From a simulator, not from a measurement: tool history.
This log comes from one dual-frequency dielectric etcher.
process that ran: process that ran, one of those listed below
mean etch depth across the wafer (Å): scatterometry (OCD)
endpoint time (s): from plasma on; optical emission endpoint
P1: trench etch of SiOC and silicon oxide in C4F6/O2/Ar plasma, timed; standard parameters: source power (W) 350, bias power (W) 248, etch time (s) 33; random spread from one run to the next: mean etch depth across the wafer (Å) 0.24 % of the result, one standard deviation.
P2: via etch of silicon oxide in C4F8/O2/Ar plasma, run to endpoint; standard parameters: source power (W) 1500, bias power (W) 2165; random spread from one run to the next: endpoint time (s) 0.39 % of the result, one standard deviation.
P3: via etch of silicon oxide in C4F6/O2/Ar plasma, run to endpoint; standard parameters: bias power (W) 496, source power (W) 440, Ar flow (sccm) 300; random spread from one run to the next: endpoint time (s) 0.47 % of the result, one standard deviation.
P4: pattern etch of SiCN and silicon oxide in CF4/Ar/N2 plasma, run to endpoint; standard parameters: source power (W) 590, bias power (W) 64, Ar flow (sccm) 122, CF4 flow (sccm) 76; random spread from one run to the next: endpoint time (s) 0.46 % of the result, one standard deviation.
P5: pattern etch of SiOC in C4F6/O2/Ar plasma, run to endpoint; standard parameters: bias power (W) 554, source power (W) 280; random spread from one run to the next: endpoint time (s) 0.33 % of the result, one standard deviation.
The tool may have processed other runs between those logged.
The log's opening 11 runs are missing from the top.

| run | day | process that ran | source power (W) | bias power (W) | etch time (s) | Ar flow (sccm) | CF4 flow (sccm) | mean etch depth across the wafer (Å) | endpoint time (s) |
|---|---|---|---|---|---|---|---|---|---|
| 12 | 3.2 | P2 | 1000 | 2165 |  |  |  |  | 345.44 |
| 13 | 3.55 | P1 | 350 | 248 | 25.5 |  |  | 559 |  |
| 14 | 3.867 | P1 | 350 | 248 | 33 |  |  | 722.77 |  |
| 15 | 4.104 | P1 | 350 | 248 | 33 |  |  | 722.34 |  |
|  | 4.154 | source power generator calibrated |
| 16 | 4.354 | P4 | 590 | 64 |  | 122 | 103 |  | 7.6073 |
|  | 4.408 | bias power generator calibrated |
| 17 | 4.65 | P1 | 350 | 248 | 33 |  |  | 723.11 |  |
| 18 | 5 | P2 | 1500 | 1638 |  |  |  |  | 318.34 |
| 19 | 5.308 | P1 | 350 | 248 | 33 |  |  | 718.01 |  |
| 20 | 5.65 | P1 | 350 | 352 | 33 |  |  | 817.38 |  |

What does the tool deliver on the next run?
| 21 | 5.962 | P3 | 440 | 496 |  | 300 |  |  | ? |

endpoint time (s): 28.791
